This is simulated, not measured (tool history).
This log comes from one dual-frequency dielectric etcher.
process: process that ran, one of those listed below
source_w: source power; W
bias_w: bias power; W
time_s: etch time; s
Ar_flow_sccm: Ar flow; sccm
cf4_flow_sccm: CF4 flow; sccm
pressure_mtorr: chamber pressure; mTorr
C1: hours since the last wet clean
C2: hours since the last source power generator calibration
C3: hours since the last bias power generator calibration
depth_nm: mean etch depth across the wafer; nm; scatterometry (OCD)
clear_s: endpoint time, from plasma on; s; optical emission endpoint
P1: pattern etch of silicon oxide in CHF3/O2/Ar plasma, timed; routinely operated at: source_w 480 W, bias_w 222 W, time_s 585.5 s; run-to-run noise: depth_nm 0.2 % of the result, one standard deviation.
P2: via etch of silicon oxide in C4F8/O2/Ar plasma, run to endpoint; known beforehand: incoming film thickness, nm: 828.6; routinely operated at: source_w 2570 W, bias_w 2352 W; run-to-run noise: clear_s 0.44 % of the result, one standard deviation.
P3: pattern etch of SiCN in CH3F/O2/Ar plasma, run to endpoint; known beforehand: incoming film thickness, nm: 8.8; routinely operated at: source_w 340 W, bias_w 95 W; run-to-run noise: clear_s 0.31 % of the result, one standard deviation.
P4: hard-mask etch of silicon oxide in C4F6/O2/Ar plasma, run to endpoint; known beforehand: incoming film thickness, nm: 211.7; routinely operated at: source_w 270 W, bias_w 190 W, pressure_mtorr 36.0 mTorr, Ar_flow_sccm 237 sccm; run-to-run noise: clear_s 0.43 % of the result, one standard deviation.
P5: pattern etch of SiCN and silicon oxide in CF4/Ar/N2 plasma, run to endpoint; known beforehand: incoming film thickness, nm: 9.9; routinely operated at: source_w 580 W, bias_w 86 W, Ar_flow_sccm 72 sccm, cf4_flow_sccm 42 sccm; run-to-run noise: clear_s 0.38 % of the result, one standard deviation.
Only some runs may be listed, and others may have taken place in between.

run 1 day=0.317 | process=P1 source_w=480 bias_w=222 time_s=585.5 | C1=91.9 C2=841.6 C3=1738.5 | depth_nm=1121.00
run 2 day=0.550 | process=P3 source_w=340 bias_w=95 | C1=97.5 C2=847.2 C3=1744.1 | clear_s=22.8000
run 3 day=0.704 | process=P5 source_w=580 bias_w=86 Ar_flow_sccm=72 cf4_flow_sccm=42 | C1=101.2 C2=850.9 C3=1747.8 | clear_s=8.9488
run 4 day=1.012 | process=P1 source_w=480 bias_w=222 time_s=585.5 | C1=108.6 C2=858.3 C3=1755.2 | depth_nm=1124.30
run 5 day=1.221 | process=P5 source_w=480 bias_w=86 Ar_flow_sccm=72 cf4_flow_sccm=42 | C1=113.6 C2=863.3 C3=1760.2 | clear_s=10.5340
run 6 day=1.400 | process=P5 source_w=580 bias_w=86 Ar_flow_sccm=72 cf4_flow_sccm=55 | C1=117.9 C2=867.6 C3=1764.5 | clear_s=8.6426
run 7 day=1.633 | process=P1 source_w=480 bias_w=222 time_s=585.5 | C1=123.5 C2=873.2 C3=1770.1 | depth_nm=1124.20
run 8 day=1.883 | process=P4 source_w=270 bias_w=249 Ar_flow_sccm=237 pressure_mtorr=36.0 | C1=129.5 C2=879.2 C3=1776.1 | clear_s=70.9670
run 9 day=2.096 | process=P1 source_w=480 bias_w=222 time_s=585.5 | C1=134.6 C2=884.3 C3=1781.2 | depth_nm=1123.90
run 10 day=2.358 | process=P2 source_w=1790 bias_w=2352 | C1=140.9 C2=890.6 C3=1787.5 | clear_s=160.5800
run 11 day=2.542 | process=P3 source_w=340 bias_w=95 | C1=145.3 C2=895.0 C3=1791.9 | clear_s=22.7640
run 12 day=2.704 | process=P1 source_w=480 bias_w=222 time_s=585.5 | C1=149.2 C2=898.9 C3=1795.8 | depth_nm=1126.10
run 13 day=3.008 | process=P4 source_w=270 bias_w=190 Ar_flow_sccm=237 pressure_mtorr=26.5 | C1=156.5 C2=906.2 C3=1803.1 | clear_s=74.8790
run 14 day=3.258 | process=P1 source_w=280 bias_w=222 time_s=585.5 | C1=162.5 C2=912.2 C3=1809.1 | depth_nm=919.45
run 15 day=3.442 | process=P5 source_w=580 bias_w=86 Ar_flow_sccm=99 cf4_flow_sccm=42 | C1=166.9 C2=916.6 C3=1813.5 | clear_s=9.4183
run 16 day=3.671 | process=P1 source_w=480 bias_w=305 time_s=585.5 | C1=172.4 C2=922.1 C3=1819.0 | depth_nm=1260.60
run 17 day=3.833 | process=P3 source_w=210 bias_w=95 | C1=176.3 C2=926.0 C3=1822.9 | clear_s=27.0880
run 18 day=4.088 | process=P2 source_w=2570 bias_w=2352 | C1=182.4 C2=932.1 C3=1829.0 | clear_s=138.6500
run 19 day=4.242 | process=P1 source_w=480 bias_w=157 time_s=585.5 | C1=186.1 C2=935.8 C3=1832.7 | depth_nm=999.01
run 20 day=4.538 | process=P4 source_w=270 bias_w=190 Ar_flow_sccm=237 pressure_mtorr=36.0 | C1=193.2 C2=942.9 C3=1839.8 | clear_s=77.4190
run 21 day=4.758 | process=P5 source_w=580 bias_w=62 Ar_flow_sccm=72 cf4_flow_sccm=42 | C1=198.5 C2=948.2 C3=1845.1 | clear_s=9.9708
run 22 day=5.046 | process=P3 source_w=340 bias_w=122 | C1=205.4 C2=955.1 C3=1852.0 | clear_s=20.5570
run 23 day=5.250 | process=P1 source_w=640 bias_w=222 time_s=585.5 | C1=210.3 C2=960.0 C3=1856.9 | depth_nm=1253.10
run 24 day=5.562 | process=P5 source_w=580 bias_w=86 Ar_flow_sccm=72 cf4_flow_sccm=42 | C1=217.8 C2=967.5 C3=1864.4 | clear_s=8.9235
run 25 day=5.862 | process=P2 source_w=2570 bias_w=1495 | C1=225.0 C2=974.7 C3=1871.6 | clear_s=156.8300
run 26 day=6.158 | process=P1 source_w=620 bias_w=222 time_s=832.0 | C1=232.1 C2=981.8 C3=1878.7 | depth_nm=1756.60
run 27 day=6.383 | process=P1 source_w=300 bias_w=155 time_s=585.5 | C1=237.5 C2=987.2 C3=1884.1 | depth_nm=830.65
run 28 day=6.612 | process=P4 source_w=270 bias_w=190 Ar_flow_sccm=300 pressure_mtorr=36.0 | C1=243.0 C2=992.7 C3=1889.6 | clear_s=79.2470
run 29 day=6.850 | process=P1 source_w=480 bias_w=222 time_s=813.5 | C1=248.7 C2=998.4 C3=1895.3 | depth_nm=1560.90
run 30 day=7.104 | process=P4 source_w=180 bias_w=190 Ar_flow_sccm=237 pressure_mtorr=36.0 | C1=254.8 C2=1004.5 C3=1901.4 | clear_s=90.8010
run 31 day=7.250 | process=P4 source_w=270 bias_w=190 Ar_flow_sccm=237 pressure_mtorr=36.0 | C1=258.3 C2=1008.0 C3=1904.9 | clear_s=77.2950
run 32 day=7.425 | process=P1 source_w=480 bias_w=222 time_s=452.5 | C1=262.5 C2=1012.2 C3=1909.1 | depth_nm=867.66
run 33 day=7.704 | process=P1 source_w=480 bias_w=222 time_s=585.5 | C1=269.2 C2=1018.9 C3=1915.8 | depth_nm=1122.10
run 34 day=8.008 | process=P1 source_w=480 bias_w=222 time_s=585.5 | C1=276.5 C2=1026.2 C3=1923.1 | depth_nm=1131.20
run 35 day=8.171 | process=P1 source_w=480 bias_w=222 time_s=585.5 | C1=280.4 C2=1030.1 C3=1927.0 | depth_nm=1137.40
run 36 day=8.442 | process=P1 source_w=480 bias_w=222 time_s=585.5 | C1=286.9 C2=1036.6 C3=1933.5 | depth_nm=1140.00
run 37 day=8.692 | process=P1 source_w=480 bias_w=222 time_s=585.5 | C1=292.9 C2=1042.6 C3=1939.5 | depth_nm=1140.20
-- day=8.892 wet clean of the chamber
run 38 day=8.946 | process=P1 source_w=480 bias_w=222 time_s=585.5 | C1=1.3 C2=1048.7 C3=1945.6 | depth_nm=1140.80
run 39 day=9.138 | process=P1 source_w=480 bias_w=222 time_s=585.5 | C1=5.9 C2=1053.3 C3=1950.2 | depth_nm=1141.40
run 40 day=9.421 | process=P1 source_w=480 bias_w=222 time_s=585.5 | C1=12.7 C2=1060.1 C3=1957.0 | depth_nm=1140.40

P1 no longer gives what it gave before; its output has crept away from where it was. The following 2 causes, each at its listed size, fit the log equally well:
A: bias power that arrives over what is set, % = 4.35
B: source power that arrives over what is set, % = 4.11
The onset of the drift is placed at about day 7.704.
All other causes, with the reason each is excluded:
chamber walls in a state that raises the etch rate, %: serviced at day 8.892, after the drift had started, without restoring the earlier output

Below are 4 check runs, each averaged over 2 wafers, with their results shown as question marks. Which of them would give clearly different results depending on which cause is behind the drift?
run check 1 day=9.704 | process=P5 source_w=580 bias_w=86 Ar_flow_sccm=72 cf4_flow_sccm=42 | clear_s=?
run check 2 day=9.704 | process=P2 source_w=2570 bias_w=2352 | clear_s=?
run check 3 day=9.704 | process=P3 source_w=340 bias_w=95 | clear_s=?
run check 4 day=9.704 | process=P4 source_w=270 bias_w=190 Ar_flow_sccm=237 pressure_mtorr=36.0 | clear_s=?

Expected result of each check under each candidate cause:
check=check_1 result=clear_s if_A=8.8000 if_B=8.6237
check=check_2 result=clear_s if_A=137.3100 if_B=136.8200
check=check_3 result=clear_s if_A=22.4350 if_B=22.4630
check=check_4 result=clear_s if_A=76.5370 if_B=76.4260
How far apart the two closest causes lie, in the result that separates them most: check 1 2.02 %; check 2 0.36 %; check 3 0.13 %; check 4 0.15 %
The other checks would show nearly matching results whichever cause is true, so check 1 is the only one that separates the causes.

After running check 1, the following was obtained: clear_s 8.8261 s. Which cause does this point to?

It is A: bias power that arrives over what is set, %.
